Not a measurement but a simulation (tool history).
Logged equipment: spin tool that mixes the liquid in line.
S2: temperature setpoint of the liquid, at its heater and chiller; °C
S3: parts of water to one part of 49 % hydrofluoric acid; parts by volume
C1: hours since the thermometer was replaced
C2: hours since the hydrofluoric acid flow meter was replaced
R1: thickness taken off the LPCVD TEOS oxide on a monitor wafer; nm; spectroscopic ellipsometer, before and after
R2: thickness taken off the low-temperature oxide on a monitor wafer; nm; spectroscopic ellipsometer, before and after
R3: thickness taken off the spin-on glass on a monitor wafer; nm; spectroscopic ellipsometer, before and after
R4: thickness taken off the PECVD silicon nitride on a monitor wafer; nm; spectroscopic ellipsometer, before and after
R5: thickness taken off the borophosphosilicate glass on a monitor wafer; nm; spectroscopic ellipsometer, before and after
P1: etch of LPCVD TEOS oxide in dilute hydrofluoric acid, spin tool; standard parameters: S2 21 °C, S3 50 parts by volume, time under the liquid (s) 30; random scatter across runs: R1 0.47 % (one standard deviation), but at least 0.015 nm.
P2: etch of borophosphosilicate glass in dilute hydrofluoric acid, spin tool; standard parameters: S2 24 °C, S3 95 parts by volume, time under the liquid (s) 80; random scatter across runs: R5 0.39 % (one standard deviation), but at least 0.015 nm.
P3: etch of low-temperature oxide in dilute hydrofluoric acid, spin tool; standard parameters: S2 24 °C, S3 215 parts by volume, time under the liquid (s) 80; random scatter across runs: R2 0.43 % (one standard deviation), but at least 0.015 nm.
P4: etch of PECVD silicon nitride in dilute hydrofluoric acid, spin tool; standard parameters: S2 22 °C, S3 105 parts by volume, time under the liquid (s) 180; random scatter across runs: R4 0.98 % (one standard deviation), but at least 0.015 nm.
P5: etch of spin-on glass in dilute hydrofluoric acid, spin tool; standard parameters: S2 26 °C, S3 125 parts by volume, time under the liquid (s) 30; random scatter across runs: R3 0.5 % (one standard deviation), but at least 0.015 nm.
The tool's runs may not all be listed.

Run 1, hour 4.1: process that ran P1, S2 21 °C, S3 50 parts by volume, time under the liquid (s) 30; C1 1667.6; C2 434.4. Result: R1 11.38 nm.
Run 2, hour 7.6: process that ran P1, S2 21 °C, S3 70 parts by volume, time under the liquid (s) 15; C1 1671.1; C2 437.9. Result: R1 3.9863 nm.
Run 3, hour 12: process that ran P3, S2 24 °C, S3 215 parts by volume, time under the liquid (s) 15; C1 1675.5; C2 442.3. Result: R2 1.5247 nm.
Run 4, hour 15.3: process that ran P5, S2 18.5 °C, S3 125 parts by volume, time under the liquid (s) 30; C1 1678.8; C2 445.6. Result: R3 11.104 nm.
Run 5, hour 19.4: process that ran P1, S2 17 °C, S3 25 parts by volume, time under the liquid (s) 30; C1 1682.9; C2 449.7. Result: R1 19.806 nm.
Run 6, hour 24: process that ran P4, S2 22 °C, S3 175 parts by volume, time under the liquid (s) 180; C1 1687.5; C2 454.3. Result: R4 1.5861 nm.
Run 7, hour 28.7: process that ran P5, S2 26 °C, S3 200 parts by volume, time under the liquid (s) 30; C1 1692.2; C2 459. Result: R3 8.5461 nm.
Run 8, hour 31.9: process that ran P5, S2 26 °C, S3 125 parts by volume, time under the liquid (s) 30; C1 1695.4; C2 462.2. Result: R3 14.936 nm.
Run 9, hour 35.8: process that ran P2, S2 24 °C, S3 95 parts by volume, time under the liquid (s) 120; C1 1699.3; C2 466.1. Result: R5 53.563 nm.
Run 10, hour 39.5: process that ran P1, S2 25 °C, S3 50 parts by volume, time under the liquid (s) 30; C1 1703; C2 469.8. Result: R1 13.547 nm.
Run 11, hour 43.3: process that ran P1, S2 21 °C, S3 50 parts by volume, time under the liquid (s) 30; C1 1706.8; C2 473.6. Result: R1 11.393 nm.
Run 12, hour 45.7: process that ran P3, S2 19 °C, S3 215 parts by volume, time under the liquid (s) 80; C1 1709.2; C2 476. Result: R2 6.5903 nm.
Run 13, hour 49.1: process that ran P4, S2 22 °C, S3 105 parts by volume, time under the liquid (s) 330; C1 1712.6; C2 479.4. Result: R4 4.7911 nm.
Run 14, hour 51.6: process that ran P1, S2 21 °C, S3 20 parts by volume, time under the liquid (s) 30; C1 1715.1; C2 481.9. Result: R1 29.568 nm.
Run 15, hour 55: process that ran P1, S2 21 °C, S3 50 parts by volume, time under the liquid (s) 30; C1 1718.5; C2 485.3. Result: R1 11.41 nm.
Run 16, hour 57.4: process that ran P1, S2 21 °C, S3 50 parts by volume, time under the liquid (s) 15; C1 1720.9; C2 487.7. Result: R1 5.686 nm.
Run 17, hour 61.1: process that ran P1, S2 21 °C, S3 50 parts by volume, time under the liquid (s) 30; C1 1724.6; C2 491.4. Result: R1 11.408 nm.
Run 18, hour 63.5: process that ran P1, S2 21 °C, S3 75 parts by volume, time under the liquid (s) 30; C1 1727; C2 493.8. Result: R1 7.3216 nm.
Run 19, hour 66.4: process that ran P3, S2 24 °C, S3 40 parts by volume, time under the liquid (s) 80; C1 1729.9; C2 496.7. Result: R2 53.429 nm.
Run 20, hour 69.1: process that ran P4, S2 22 °C, S3 105 parts by volume, time under the liquid (s) 180; C1 1732.6; C2 499.4. Result: R4 2.6122 nm.
Run 21, hour 72.1: process that ran P3, S2 24 °C, S3 215 parts by volume, time under the liquid (s) 80; C1 1735.6; C2 502.4. Result: R2 8.0423 nm.
Run 22, hour 76.3: process that ran P1, S2 21 °C, S3 50 parts by volume, time under the liquid (s) 30; C1 1739.8; C2 506.6. Result: R1 11.406 nm.
Run 23, hour 79.9: process that ran P4, S2 27.5 °C, S3 105 parts by volume, time under the liquid (s) 180; C1 1743.4; C2 510.2. Result: R4 3.8673 nm.
Run 24, hour 82.5: process that ran P2, S2 24 °C, S3 95 parts by volume, time under the liquid (s) 80; C1 1746; C2 512.8. Result: R5 35.624 nm.
Run 25, hour 87: process that ran P1, S2 21 °C, S3 50 parts by volume, time under the liquid (s) 60; C1 1750.5; C2 517.3. Result: R1 22.86 nm.
Run 26, hour 91.9: process that ran P3, S2 24 °C, S3 215 parts by volume, time under the liquid (s) 80; C1 1755.4; C2 522.2. Result: R2 7.9697 nm.

Run 27 is up next; what results do you expect?
Run 27, hour 96.8: process that ran P5, S2 26 °C, S3 125 parts by volume, time under the liquid (s) 15; C1 1760.3; C2 527.1. Result: R3 ?.

R3: 7.3873 nm
